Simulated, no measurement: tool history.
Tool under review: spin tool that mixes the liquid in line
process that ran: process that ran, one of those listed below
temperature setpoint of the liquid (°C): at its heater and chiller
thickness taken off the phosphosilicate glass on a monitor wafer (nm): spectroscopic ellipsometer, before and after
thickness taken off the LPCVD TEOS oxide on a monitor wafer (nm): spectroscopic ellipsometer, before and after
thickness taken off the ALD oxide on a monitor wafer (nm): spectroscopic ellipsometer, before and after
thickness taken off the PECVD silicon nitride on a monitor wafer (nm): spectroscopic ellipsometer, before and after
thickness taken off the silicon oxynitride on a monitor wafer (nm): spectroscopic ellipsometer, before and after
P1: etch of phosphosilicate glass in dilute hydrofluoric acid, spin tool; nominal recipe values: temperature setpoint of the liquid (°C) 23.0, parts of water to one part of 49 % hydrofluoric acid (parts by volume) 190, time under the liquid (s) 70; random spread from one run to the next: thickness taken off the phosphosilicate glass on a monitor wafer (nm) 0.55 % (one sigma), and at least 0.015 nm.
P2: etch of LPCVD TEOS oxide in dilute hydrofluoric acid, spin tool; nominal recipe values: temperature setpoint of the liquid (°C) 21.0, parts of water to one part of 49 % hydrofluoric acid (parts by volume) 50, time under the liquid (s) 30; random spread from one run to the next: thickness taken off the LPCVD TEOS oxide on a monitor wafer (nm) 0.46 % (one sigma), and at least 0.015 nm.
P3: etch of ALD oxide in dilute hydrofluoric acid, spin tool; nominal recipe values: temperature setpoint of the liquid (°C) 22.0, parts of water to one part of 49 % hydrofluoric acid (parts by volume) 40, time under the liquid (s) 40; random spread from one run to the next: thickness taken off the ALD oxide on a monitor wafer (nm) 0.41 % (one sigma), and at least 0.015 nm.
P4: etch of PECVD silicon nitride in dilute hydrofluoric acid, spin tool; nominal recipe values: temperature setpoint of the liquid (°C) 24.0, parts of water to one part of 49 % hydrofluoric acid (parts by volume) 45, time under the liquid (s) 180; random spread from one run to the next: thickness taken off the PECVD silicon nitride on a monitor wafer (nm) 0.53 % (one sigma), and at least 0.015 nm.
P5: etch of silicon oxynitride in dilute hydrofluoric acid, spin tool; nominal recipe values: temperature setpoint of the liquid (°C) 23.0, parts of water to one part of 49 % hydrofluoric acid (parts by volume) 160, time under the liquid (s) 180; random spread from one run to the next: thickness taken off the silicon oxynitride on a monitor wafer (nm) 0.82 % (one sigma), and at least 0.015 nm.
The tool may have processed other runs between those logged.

run	hour	process that ran	temperature setpoint of the liquid (°C)	parts of water to one part of 49 % hydrofluoric acid (parts by volume)	time under the liquid (s)	hours since the thermometer was replaced	hours since the hydrofluoric acid flow meter was replaced	thickness taken off the phosphosilicate glass on a monitor wafer (nm)	thickness taken off the LPCVD TEOS oxide on a monitor wafer (nm)	thickness taken off the ALD oxide on a monitor wafer (nm)	thickness taken off the PECVD silicon nitride on a monitor wafer (nm)	thickness taken off the silicon oxynitride on a monitor wafer (nm)
1	9.0	P1	23.0	190	70	918.8	1483.8	23.6070				
2	18.2	P2	27.5	50	30	928.0	1493.0		22.1500			
3	32.1	P3	30.0	40	40	941.9	1506.9			13.3090		
4	46.0	P1	23.0	190	135	955.8	1520.8	46.0190				
5	56.2	P4	24.0	45	180	966.0	1531.0				22.746	
6	70.2	P4	24.0	65	180	980.0	1545.0				16.122	
7	82.0	P5	23.0	255	180	991.8	1556.8					1.5048
8	91.7	P1	31.0	305	70	1001.5	1566.5	17.4080				
9	100.6	P1	17.0	190	70	1010.4	1575.4	18.9960				
10	108.8	P5	23.0	160	180	1018.6	1583.6					2.5711
11	117.7	P5	23.0	160	340	1027.5	1592.5					4.8094
12	128.4	P1	23.0	190	70	1038.2	1603.2	23.7530				
13	138.2	P1	23.0	335	70	1048.0	1613.0	11.7640				
14	152.9	P4	20.0	45	180	1062.7	1627.7				17.530	
15	167.3	P3	22.0	40	40	1077.1	1642.1			9.6190		
16	176.1	P3	22.0	65	40	1085.9	1650.9			5.7126		
17	184.2	P5	23.0	160	180	1094.0	1659.0					2.5772
18	196.3	P1	23.0	75	70	1106.1	1671.1	68.4570				
19	207.1	P2	21.0	50	30	1116.9	1681.9		17.0370			
20	216.4	P5	28.5	160	180	1126.2	1691.2					3.2195
21	225.5	P1	29.0	190	70	1135.3	1700.3	29.2780				
22	234.7	P4	24.0	45	15	1144.5	1709.5				1.922	
23	241.8	P3	22.0	40	15	1151.6	1716.6			3.6020		
24	256.5	P1	30.0	105	70	1166.3	1731.3	61.6820				
25	265.1	P1	23.0	190	70	1174.9	1739.9	23.6370				
26	280.2	P2	21.0	50	15	1190.0	1755.0		8.4952			
27	287.8	P2	21.0	70	30	1197.6	1762.6		11.9060			
28	296.8	P1	23.0	190	70	1206.6	1771.6	23.6470				
29	305.4	P1	23.0	190	25	1215.2	1780.2	8.3549				
# hour 309.6: hydrofluoric acid flow meter replaced
30	313.0	P1	23.0	190	70	1222.8	3.4	23.7400				
31	327.6	P1	28.5	70	70	1237.4	18.0	90.7890				
32	337.4	P3	22.0	40	40	1247.2	27.8			9.5198		
33	350.8	P1	23.0	190	70	1260.6	41.2	23.5860				
34	358.0	P4	24.0	45	180	1267.8	48.4				23.002	
35	367.3	P1	23.0	190	70	1277.1	57.7	23.8410				
36	382.0	P1	23.0	190	70	1291.8	72.4	24.2300				
37	396.8	P1	23.0	190	70	1306.6	87.2	25.0180				
38	410.9	P1	23.0	190	70	1320.7	101.3	25.1790				
39	417.8	P1	23.0	190	70	1327.6	108.2	24.8060				
40	429.9	P1	23.0	190	70	1339.7	120.3	25.0990				
41	439.3	P1	23.0	190	70	1349.1	129.7	25.1280				
42	447.8	P1	23.0	190	70	1357.6	138.2	25.2340				
43	460.2	P1	23.0	190	70	1370.0	150.6	25.1370				

What P1 gives has crept off from where it sat before. The 2 causes that follow fit the log equally well, each at the size noted:
A: liquid hotter than its thermometer reads (K) = 1.62
B: hydrofluoric acid flow above the setpoint (%) = 5.16
The drift started at roughly hour 367.3.

Listed below are the offered check runs, one wafer per run, with question marks in place of results. For which of them would the causes give clearly different outcomes?
check 1	472.6	P5	27.0	240	180							?
check 2	472.6	P4	20.0	65	180						?	
check 3	472.6	P3	29.5	65	40					?		
check 4	472.6	P2	27.5	65	30				?			

Expected result of each check under each candidate cause:
check	result	if A	if B
check 1	thickness taken off the silicon oxynitride on a monitor wafer (nm)	2.0388	2.0222
check 2	thickness taken off the PECVD silicon nitride on a monitor wafer (nm)	13.660	12.837
check 3	thickness taken off the ALD oxide on a monitor wafer (nm)	8.2129	8.1519
check 4	thickness taken off the LPCVD TEOS oxide on a monitor wafer (nm)	17.8700	17.7150
Gap, in per cent, between the two causes that each check separates least, read from the result that separates them most: check 1 0.82 %; check 2 6.21 %; check 3 0.75 %; check 4 0.87 %
Only check 2 tells the causes apart: in the others they would give nearly the same result.

Check 2 has now been run. It gave: thickness taken off the PECVD silicon nitride on a monitor wafer (nm) 12.819. Which of the candidate causes is it?

The correct cause is B, namely: hydrofluoric acid flow above the setpoint (%).

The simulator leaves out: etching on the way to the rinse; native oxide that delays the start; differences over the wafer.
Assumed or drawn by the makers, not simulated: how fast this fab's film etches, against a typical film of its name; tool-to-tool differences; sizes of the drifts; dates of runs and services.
